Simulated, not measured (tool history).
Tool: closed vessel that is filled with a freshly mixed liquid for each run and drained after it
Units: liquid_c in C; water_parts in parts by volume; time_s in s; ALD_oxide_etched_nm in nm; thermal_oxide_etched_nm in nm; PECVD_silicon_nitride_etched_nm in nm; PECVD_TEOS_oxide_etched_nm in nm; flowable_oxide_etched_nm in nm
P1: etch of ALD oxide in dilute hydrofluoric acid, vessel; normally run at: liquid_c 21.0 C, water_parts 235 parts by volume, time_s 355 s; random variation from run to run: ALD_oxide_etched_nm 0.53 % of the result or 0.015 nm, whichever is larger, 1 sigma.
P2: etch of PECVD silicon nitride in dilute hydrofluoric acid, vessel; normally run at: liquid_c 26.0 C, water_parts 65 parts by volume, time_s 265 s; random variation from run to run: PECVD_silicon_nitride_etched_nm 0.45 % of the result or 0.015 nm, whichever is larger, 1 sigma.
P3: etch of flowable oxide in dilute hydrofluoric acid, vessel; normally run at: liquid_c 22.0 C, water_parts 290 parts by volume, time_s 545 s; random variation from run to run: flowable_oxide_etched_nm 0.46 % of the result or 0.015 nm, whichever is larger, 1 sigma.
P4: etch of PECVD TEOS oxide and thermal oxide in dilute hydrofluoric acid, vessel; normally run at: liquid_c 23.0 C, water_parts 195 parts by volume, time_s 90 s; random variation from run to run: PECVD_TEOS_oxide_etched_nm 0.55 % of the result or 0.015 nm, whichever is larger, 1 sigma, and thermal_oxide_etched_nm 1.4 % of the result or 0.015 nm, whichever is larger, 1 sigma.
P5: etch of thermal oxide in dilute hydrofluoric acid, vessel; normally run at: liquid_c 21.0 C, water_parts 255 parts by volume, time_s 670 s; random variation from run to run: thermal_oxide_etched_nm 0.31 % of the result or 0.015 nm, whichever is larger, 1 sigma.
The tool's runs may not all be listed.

run   hour  process  liquid_c  water_parts  time_s  ALD_oxide_etched_nm  thermal_oxide_etched_nm  PECVD_silicon_nitride_etched_nm  PECVD_TEOS_oxide_etched_nm  flowable_oxide_etched_nm
  1    7.2       P1      21.0          235     355              27.2600
  2   19.1       P1      17.0          235     355              23.2630
  3   28.0       P5      27.5          255     670                                      11.51000
  4   38.5       P2      18.5           65     265                                                                        11.7700
  5   49.2       P4      23.0          195      90                                       1.89580                                                      11.9160
  6   57.5       P1      21.0          235     355              27.0200
  7   69.8       P4      17.0          195      90                                       1.47010                                                       9.3507
  8   77.9       P1      17.0          375     355              13.1270
  9   88.6       P1      21.0          235     355              27.4090
 10   95.6       P3      22.0          290      30                                                                                                                                2.734
 11  105.8       P4      23.0          195      50                                       1.06540                                                       6.5994
 12  114.5       P1      26.5          235     355              33.3330
 13  125.9       P5      21.0          405     670                                       5.02110
 14  137.0       P1      21.0          235     665              50.8770
 15  144.3       P4      23.0          345      90                                       0.93953                                                       5.8348
 16  157.4       P2      26.0           90     265                                                                        14.1040
 17  168.6       P1      17.5          235      60               4.0356
 18  181.8       P1      21.0          100     355              73.5650
 19  189.4       P2      26.0           65     265                                                                        19.4610
 20  196.7       P1      21.0          235     355              27.3150
 21  203.7       P5      21.0          255    1105                                      15.11700
 22  212.1       P5      21.0          255     670                                       9.15420
 23  225.0       P1      21.0          235      70               5.3659
 24  236.5       P5      21.0          255     670                                       9.11640
 25  249.2       P3      22.0          290     545                                                                                                                               49.159
 26  260.3       P3      28.0          290     545                                                                                                                               61.220
 27  270.6       P2      26.0           65      30                                                                         2.1818
 28  280.4       P1      21.0          355     355              16.2750
 29  290.1       P4      23.0          195      90                                       1.83620                                                      11.8740
 30  303.3       P3      22.0          290     545                                                                                                                               49.611
 31  310.5       P3      22.0          120     545                                                                                                                              141.820
 32  317.2       P1      21.0          235     355              27.2230
 33  326.5       P1      21.0          235     355              26.3460
 34  338.0       P1      21.0          235     355              25.8790
 35  350.9       P1      21.0          235     355              25.5380
 36  359.7       P1      21.0          235     355              25.2970
 37  369.8       P1      21.0          235     355              25.3050
 38  378.5       P1      21.0          235     355              25.4060
 39  385.2       P1      21.0          235     355              25.3800
 40  398.1       P1      21.0          235     355              25.2040

What P1 gives has crept away from where it was. These 2 causes fit the log equally well, each at the size given:
A: hydrofluoric acid flow below the setpoint (%) = 6.19
B: liquid colder than its thermometer reads (K) = 2.09
The creep began at about hour 317.2.

4 check runs are offered, one wafer each, their results left as question marks. Which one tells the causes apart?
check 1  411.0       P3      22.0          290     545                                                                                                                                    ?
check 2  411.0       P5      21.0          255     670                                             ?
check 3  411.0       P2      26.0           65     265                                                                              ?
check 4  411.0       P4      23.0          195      90                                             ?                                                            ?

What each check would give under each cause:
  check                           result     if A     if B
check 1         flowable_oxide_etched_nm   45.593   45.865
check 2          thermal_oxide_etched_nm  8.46680  8.47980
check 3  PECVD_silicon_nitride_etched_nm  18.2380  16.9070
check 4          thermal_oxide_etched_nm  1.72540  1.72220
check 4       PECVD_TEOS_oxide_etched_nm  11.0050  10.9850
How far apart the two closest causes lie, in the result that separates them most: check 1 0.59 %; check 2 0.15 %; check 3 7.58 %; check 4 0.18 %
Check 3 tells the causes apart: in the others they would give nearly the same result.

Check 3 was then run and gave: PECVD_silicon_nitride_etched_nm 18.2780 nm. Which cause is it?

It is A: hydrofluoric acid flow below the setpoint (%).

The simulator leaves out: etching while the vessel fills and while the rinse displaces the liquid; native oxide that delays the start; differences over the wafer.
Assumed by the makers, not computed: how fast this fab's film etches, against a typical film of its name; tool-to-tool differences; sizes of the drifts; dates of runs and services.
